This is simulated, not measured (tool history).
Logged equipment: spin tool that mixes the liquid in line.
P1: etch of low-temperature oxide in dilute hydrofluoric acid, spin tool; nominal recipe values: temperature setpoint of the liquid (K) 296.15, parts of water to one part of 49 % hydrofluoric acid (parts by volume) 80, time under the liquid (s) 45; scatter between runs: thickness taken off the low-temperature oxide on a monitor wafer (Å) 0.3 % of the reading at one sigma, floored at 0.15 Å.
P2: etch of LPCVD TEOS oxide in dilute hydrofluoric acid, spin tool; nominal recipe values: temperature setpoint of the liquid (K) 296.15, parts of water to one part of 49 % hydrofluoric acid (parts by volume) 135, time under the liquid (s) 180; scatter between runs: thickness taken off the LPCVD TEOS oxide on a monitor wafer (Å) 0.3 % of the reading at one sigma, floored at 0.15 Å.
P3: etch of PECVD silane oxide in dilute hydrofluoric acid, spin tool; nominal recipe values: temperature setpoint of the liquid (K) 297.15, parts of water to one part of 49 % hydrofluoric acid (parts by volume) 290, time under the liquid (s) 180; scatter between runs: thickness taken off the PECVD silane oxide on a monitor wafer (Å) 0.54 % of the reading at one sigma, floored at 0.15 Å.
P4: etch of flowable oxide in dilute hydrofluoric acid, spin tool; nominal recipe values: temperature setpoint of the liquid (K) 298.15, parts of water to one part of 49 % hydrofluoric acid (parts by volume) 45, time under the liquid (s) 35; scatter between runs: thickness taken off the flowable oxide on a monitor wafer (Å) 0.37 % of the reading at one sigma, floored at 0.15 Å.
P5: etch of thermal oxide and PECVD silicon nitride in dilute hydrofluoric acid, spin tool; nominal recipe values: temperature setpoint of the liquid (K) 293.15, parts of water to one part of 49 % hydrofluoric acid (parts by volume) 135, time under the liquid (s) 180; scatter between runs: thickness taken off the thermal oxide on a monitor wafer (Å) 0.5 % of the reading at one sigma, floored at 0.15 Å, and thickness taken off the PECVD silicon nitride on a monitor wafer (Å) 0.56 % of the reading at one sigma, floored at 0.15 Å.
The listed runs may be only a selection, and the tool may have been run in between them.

| run | hour | process that ran | temperature setpoint of the liquid (K) | parts of water to one part of 49 % hydrofluoric acid (parts by volume) | time under the liquid (s) | hours since the thermometer was replaced | hours since the hydrofluoric acid flow meter was replaced | thickness taken off the low-temperature oxide on a monitor wafer (Å) | thickness taken off the LPCVD TEOS oxide on a monitor wafer (Å) | thickness taken off the PECVD silane oxide on a monitor wafer (Å) | thickness taken off the flowable oxide on a monitor wafer (Å) | thickness taken off the thermal oxide on a monitor wafer (Å) | thickness taken off the PECVD silicon nitride on a monitor wafer (Å) |
|---|---|---|---|---|---|---|---|---|---|---|---|---|---|
| 1 | 11.4 | P1 | 296.15 | 80 | 45 | 1043.2 | 1169.2 | 74.983 |  |  |  |  |  |
| 2 | 22 | P2 | 296.15 | 45 | 180 | 1053.8 | 1179.8 |  | 1469.8 |  |  |  |  |
| 3 | 36.4 | P3 | 297.15 | 55 | 180 | 1068.2 | 1194.2 |  |  | 561.01 |  |  |  |
| 4 | 51.3 | P4 | 298.15 | 45 | 35 | 1083.1 | 1209.1 |  |  |  | 613.4 |  |  |
| 5 | 62.7 | P5 | 301.65 | 135 | 180 | 1094.5 | 1220.5 |  |  |  |  | 69.282 | 78.958 |
| 6 | 75.7 | P5 | 293.15 | 70 | 180 | 1107.5 | 1233.5 |  |  |  |  | 103.16 | 87.156 |
| 7 | 87.9 | P1 | 296.15 | 80 | 15 | 1119.7 | 1245.7 | 25.108 |  |  |  |  |  |
| 8 | 97.7 | P4 | 292.15 | 45 | 35 | 1129.5 | 1255.5 |  |  |  | 478.14 |  |  |
| 9 | 109.7 | P5 | 293.15 | 135 | 180 | 1141.5 | 1267.5 |  |  |  |  | 49.542 | 46.138 |
| 10 | 116.5 | P1 | 292.15 | 80 | 45 | 1148.3 | 1274.3 | 64.018 |  |  |  |  |  |
| 11 | 125.4 | P1 | 296.15 | 80 | 45 | 1157.2 | 1283.2 | 74.931 |  |  |  |  |  |
| 12 | 137.7 | P2 | 290.15 | 135 | 180 | 1169.5 | 1295.5 |  | 343.21 |  |  |  |  |
| 13 | 146.5 | P5 | 293.15 | 135 | 180 | 1178.3 | 1304.3 |  |  |  |  | 49.894 | 46.096 |
| 14 | 154.1 | P1 | 304.65 | 80 | 45 | 1185.9 | 1311.9 | 104.84 |  |  |  |  |  |
| 15 | 165.8 | P1 | 296.15 | 80 | 45 | 1197.6 | 1323.6 | 75.435 |  |  |  |  |  |
| 16 | 180.4 | P3 | 297.15 | 290 | 180 | 1212.2 | 1338.2 |  |  | 82.545 |  |  |  |
| 17 | 194 | P1 | 296.15 | 20 | 45 | 1225.8 | 1351.8 | 326.67 |  |  |  |  |  |
| 18 | 206 | P2 | 296.15 | 135 | 180 | 1237.8 | 1363.8 |  | 438.7 |  |  |  |  |
|  | 216.8 | hydrofluoric acid flow meter replaced |
| 19 | 219 | P2 | 296.15 | 135 | 180 | 1250.8 | 2.3 |  | 434.89 |  |  |  |  |
| 20 | 233.6 | P1 | 291.15 | 80 | 15 | 1265.4 | 16.9 | 20.461 |  |  |  |  |  |
| 21 | 242.8 | P4 | 298.15 | 20 | 35 | 1274.6 | 26.1 |  |  |  | 1434.3 |  |  |
| 22 | 251.4 | P3 | 304.15 | 290 | 180 | 1283.2 | 34.7 |  |  | 104.24 |  |  |  |
| 23 | 263.2 | P4 | 298.15 | 45 | 35 | 1295 | 46.5 |  |  |  | 614.38 |  |  |
| 24 | 273.3 | P3 | 297.15 | 290 | 180 | 1305.1 | 56.6 |  |  | 81.549 |  |  |  |
| 25 | 283.8 | P1 | 296.15 | 80 | 85 | 1315.6 | 67.1 | 142.99 |  |  |  |  |  |
| 26 | 290.9 | P2 | 296.15 | 135 | 350 | 1322.7 | 74.2 |  | 843.47 |  |  |  |  |
| 27 | 303.3 | P1 | 296.15 | 80 | 45 | 1335.1 | 86.6 | 75.351 |  |  |  |  |  |
| 28 | 316.8 | P3 | 297.15 | 290 | 40 | 1348.6 | 100.1 |  |  | 18.239 |  |  |  |
| 29 | 324.5 | P4 | 298.15 | 45 | 50 | 1356.3 | 107.8 |  |  |  | 873.72 |  |  |
| 30 | 336.5 | P1 | 296.15 | 80 | 45 | 1368.3 | 119.8 | 75.694 |  |  |  |  |  |
| 31 | 348.1 | P1 | 296.15 | 110 | 45 | 1379.9 | 131.4 | 52.774 |  |  |  |  |  |
| 32 | 363 | P5 | 293.15 | 135 | 90 | 1394.8 | 146.3 |  |  |  |  | 24.754 | 23.042 |
| 33 | 372.9 | P1 | 296.15 | 80 | 45 | 1404.7 | 156.2 | 75.273 |  |  |  |  |  |
| 34 | 383.7 | P1 | 296.15 | 80 | 45 | 1415.5 | 167 | 78.604 |  |  |  |  |  |
| 35 | 392 | P1 | 296.15 | 80 | 45 | 1423.8 | 175.3 | 79.733 |  |  |  |  |  |
| 36 | 404.5 | P1 | 296.15 | 80 | 45 | 1436.3 | 187.8 | 81.6 |  |  |  |  |  |
| 37 | 418.1 | P1 | 296.15 | 80 | 45 | 1449.9 | 201.4 | 82.245 |  |  |  |  |  |
| 38 | 433.5 | P1 | 296.15 | 80 | 45 | 1465.3 | 216.8 | 82.633 |  |  |  |  |  |
| 39 | 448.5 | P1 | 296.15 | 80 | 45 | 1480.3 | 231.8 | 82.792 |  |  |  |  |  |

Compared with where it was, what P1 gives has crept away. Each cause listed below fits the log as well as the rest, at the size given for it:
A: liquid hotter than its thermometer reads (K) = 2.31
B: hydrofluoric acid flow above the setpoint (%) = 8.81
The process output started creeping at around hour 372.9.

Of the 4 check runs listed below, each run on one wafer and each result written as a question mark, which would let you distinguish the listed causes because they would give clearly different results?
| check 1 | 463.5 | P3 | 297.15 | 130 | 180 |  |  |  |  | ? |  |  |  |
| check 2 | 463.5 | P2 | 290.15 | 135 | 255 |  |  |  | ? |  |  |  |  |
| check 3 | 463.5 | P4 | 298.15 | 25 | 35 |  |  |  |  |  | ? |  |  |
| check 4 | 463.5 | P5 | 300.65 | 135 | 95 |  |  |  |  |  |  | ? | ? |

What each check would give under each cause:
| check | result | if A | if B |
|---|---|---|---|
| check 1 | thickness taken off the PECVD silane oxide on a monitor wafer (Å) | 238.08 | 240.08 |
| check 2 | thickness taken off the LPCVD TEOS oxide on a monitor wafer (Å) | 533.96 | 534.42 |
| check 3 | thickness taken off the flowable oxide on a monitor wafer (Å) | 1250.2 | 1239.6 |
| check 4 | thickness taken off the thermal oxide on a monitor wafer (Å) | 38.335 | 38.843 |
| check 4 | thickness taken off the PECVD silicon nitride on a monitor wafer (Å) | 45.496 | 42.868 |
Per check, the gap between the least separated pair of causes, taken in the result that splits them most: check 1 0.84 %; check 2 0.09 %; check 3 0.85 %; check 4 5.95 %
Check 4 distinguishes between the causes, while the remaining checks would return nearly the same result for all of them.

With check 4 done, the readings were: thickness taken off the thermal oxide on a monitor wafer (Å) 38.23; thickness taken off the PECVD silicon nitride on a monitor wafer (Å) 45.575. Identify which of the listed causes applies.

It was cause A: liquid hotter than its thermometer reads (K).
